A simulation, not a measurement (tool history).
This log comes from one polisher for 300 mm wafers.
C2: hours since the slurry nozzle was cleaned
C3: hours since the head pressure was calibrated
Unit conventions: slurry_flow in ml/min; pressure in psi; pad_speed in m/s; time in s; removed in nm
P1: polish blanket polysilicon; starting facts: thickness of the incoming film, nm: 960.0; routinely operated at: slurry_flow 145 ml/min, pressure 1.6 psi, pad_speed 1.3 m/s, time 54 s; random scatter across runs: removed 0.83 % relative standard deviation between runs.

Run 1, day 0.467: slurry_flow 145 ml/min, pressure 1.6 psi, pad_speed 1.3 m/s, time 54 s; wafers polished on this pad 892; C2 453.2; C3 127.8. Result: removed 325.25 nm.
Run 2, day 0.762: slurry_flow 85 ml/min, pressure 1.6 psi, pad_speed 1.3 m/s, time 54 s; wafers polished on this pad 986; C2 460.3; C3 134.9. Result: removed 290.05 nm.
Run 3, day 1.104: slurry_flow 145 ml/min, pressure 1.6 psi, pad_speed 1.3 m/s, time 54 s; wafers polished on this pad 1094; C2 468.5; C3 143.1. Result: removed 329.39 nm.
Run 4, day 1.733: slurry_flow 145 ml/min, pressure 1 psi, pad_speed 1.3 m/s, time 54 s; wafers polished on this pad 1294; C2 483.6; C3 158.2. Result: removed 204.49 nm.
Run 5, day 2.208: slurry_flow 145 ml/min, pressure 1.6 psi, pad_speed 1.3 m/s, time 54 s; wafers polished on this pad 1445; C2 495; C3 169.6. Result: removed 327.16 nm.
Run 6, day 2.771: slurry_flow 225 ml/min, pressure 1.6 psi, pad_speed 1.3 m/s, time 54 s; wafers polished on this pad 1623; C2 508.5; C3 183.1. Result: removed 348.63 nm.
Run 7, day 3.067: slurry_flow 145 ml/min, pressure 1.6 psi, pad_speed 2 m/s, time 54 s; wafers polished on this pad 1717; C2 515.6; C3 190.2. Result: removed 506.04 nm.
Run 8, day 3.4: slurry_flow 145 ml/min, pressure 1.6 psi, pad_speed 1.3 m/s, time 75 s; wafers polished on this pad 1823; C2 523.6; C3 198.2. Result: removed 453.42 nm.
Run 9, day 3.821: slurry_flow 145 ml/min, pressure 1.6 psi, pad_speed 1.3 m/s, time 54 s; wafers polished on this pad 1957; C2 533.7; C3 208.3. Result: removed 328.87 nm.
Run 10, day 4.296: slurry_flow 145 ml/min, pressure 1.1 psi, pad_speed 1.3 m/s, time 74 s; wafers polished on this pad 2108; C2 545.1; C3 219.7. Result: removed 309.74 nm.
Run 11, day 4.854: slurry_flow 145 ml/min, pressure 2.5 psi, pad_speed 1.3 m/s, time 54 s; wafers polished on this pad 2285; C2 558.5; C3 233.1. Result: removed 516.14 nm.
Run 12, day 5.179: slurry_flow 145 ml/min, pressure 1.6 psi, pad_speed 0.82 m/s, time 54 s; wafers polished on this pad 2388; C2 566.3; C3 240.9. Result: removed 208.67 nm.
Run 13, day 5.483: slurry_flow 145 ml/min, pressure 1.6 psi, pad_speed 1.3 m/s, time 54 s; wafers polished on this pad 2485; C2 573.6; C3 248.2. Result: removed 328.32 nm.
Run 14, day 5.838: slurry_flow 110 ml/min, pressure 1.6 psi, pad_speed 1.3 m/s, time 36 s; wafers polished on this pad 2597; C2 582.1; C3 256.7. Result: removed 203.62 nm.
Run 15, day 6.458: slurry_flow 145 ml/min, pressure 1.6 psi, pad_speed 1.3 m/s, time 54 s; wafers polished on this pad 2794; C2 597; C3 271.6. Result: removed 324.68 nm.
Run 16, day 6.788: slurry_flow 85 ml/min, pressure 1.6 psi, pad_speed 0.7 m/s, time 54 s; wafers polished on this pad 2899; C2 604.9; C3 279.5. Result: removed 154.03 nm.
Run 17, day 7.35: slurry_flow 145 ml/min, pressure 1.6 psi, pad_speed 1.3 m/s, time 25 s; wafers polished on this pad 3077; C2 618.4; C3 293. Result: removed 150.85 nm.
Run 18, day 7.662: slurry_flow 145 ml/min, pressure 1.6 psi, pad_speed 1.3 m/s, time 54 s; wafers polished on this pad 3177; C2 625.9; C3 300.5. Result: removed 325.9 nm.
Run 19, day 8.129: slurry_flow 145 ml/min, pressure 1.6 psi, pad_speed 1.3 m/s, time 54 s; wafers polished on this pad 3325; C2 637.1; C3 311.7. Result: removed 320.23 nm.
Run 20, day 8.679: slurry_flow 145 ml/min, pressure 1.6 psi, pad_speed 1.3 m/s, time 54 s; wafers polished on this pad 3499; C2 650.3; C3 324.9. Result: removed 311.74 nm.
Run 21, day 9.192: slurry_flow 145 ml/min, pressure 1.6 psi, pad_speed 1.3 m/s, time 54 s; wafers polished on this pad 3662; C2 662.6; C3 337.2. Result: removed 304.33 nm.
Run 22, day 9.579: slurry_flow 145 ml/min, pressure 1.6 psi, pad_speed 1.3 m/s, time 54 s; wafers polished on this pad 3785; C2 671.9; C3 346.5. Result: removed 307.72 nm.
Run 23, day 9.929: slurry_flow 145 ml/min, pressure 1.6 psi, pad_speed 1.3 m/s, time 54 s; wafers polished on this pad 3896; C2 680.3; C3 354.9. Result: removed 304.12 nm.
At day 10.396: worn pad replaced by a new one.
Run 24, day 10.538: slurry_flow 145 ml/min, pressure 1.6 psi, pad_speed 1.3 m/s, time 54 s; wafers polished on this pad 46; C2 694.9; C3 369.5. Result: removed 303.56 nm.
Run 25, day 10.942: slurry_flow 145 ml/min, pressure 1.6 psi, pad_speed 1.3 m/s, time 54 s; wafers polished on this pad 174; C2 704.6; C3 379.2. Result: removed 299.46 nm.
Run 26, day 11.454: slurry_flow 145 ml/min, pressure 1.6 psi, pad_speed 1.3 m/s, time 54 s; wafers polished on this pad 337; C2 716.9; C3 391.5. Result: removed 308.04 nm.

The log shows P1 creeping away from where it was. Any of the 2 causes listed here, at the size stated for it, fits the log just as well as the others:
A: head's pressure below its setpoint, % = 7.75
B: slurry flow missing at the pad, % = 31.3
Creep in the process output first set in at about day 7.662.
All other causes, with the reason each is excluded:
removal rate lost through wear of the pad, %: was serviced at day 10.396, once the creep was under way, yet the earlier output never came back

You are offered 4 check runs, listed below with question marks in place of their results; each one averages 5 wafers. Which run separates the listed causes by giving clearly different results for each?
Run check 1, day 11.967: slurry_flow 145 ml/min, pressure 1.1 psi, pad_speed 1.3 m/s, time 27 s. Result: removed ?.
Run check 2, day 11.967: slurry_flow 145 ml/min, pressure 2.4 psi, pad_speed 1.3 m/s, time 70 s. Result: removed ?.
Run check 3, day 11.967: slurry_flow 225 ml/min, pressure 1.6 psi, pad_speed 1.3 m/s, time 54 s. Result: removed ?.
Run check 4, day 11.967: slurry_flow 145 ml/min, pressure 1.6 psi, pad_speed 1.94 m/s, time 38 s. Result: removed ?.

Outcome of each check run for each possible cause:
  check   result    if A    if B
check 1  removed  103.58  103.58
check 2  removed  585.88  585.88
check 3  removed  321.57   330.3
check 4  removed  316.42  316.42
Separation of the two closest causes in each check, using whichever result separates them best: check 1 0 %; check 2 0 %; check 3 2.68 %; check 4 0 %
Only check 3 tells the causes apart: in the others they would give nearly the same result.

Check 3 has now been run. It gave: removed 330.29 nm. Which of the candidate causes is it?

The cause is B: slurry flow missing at the pad, %.
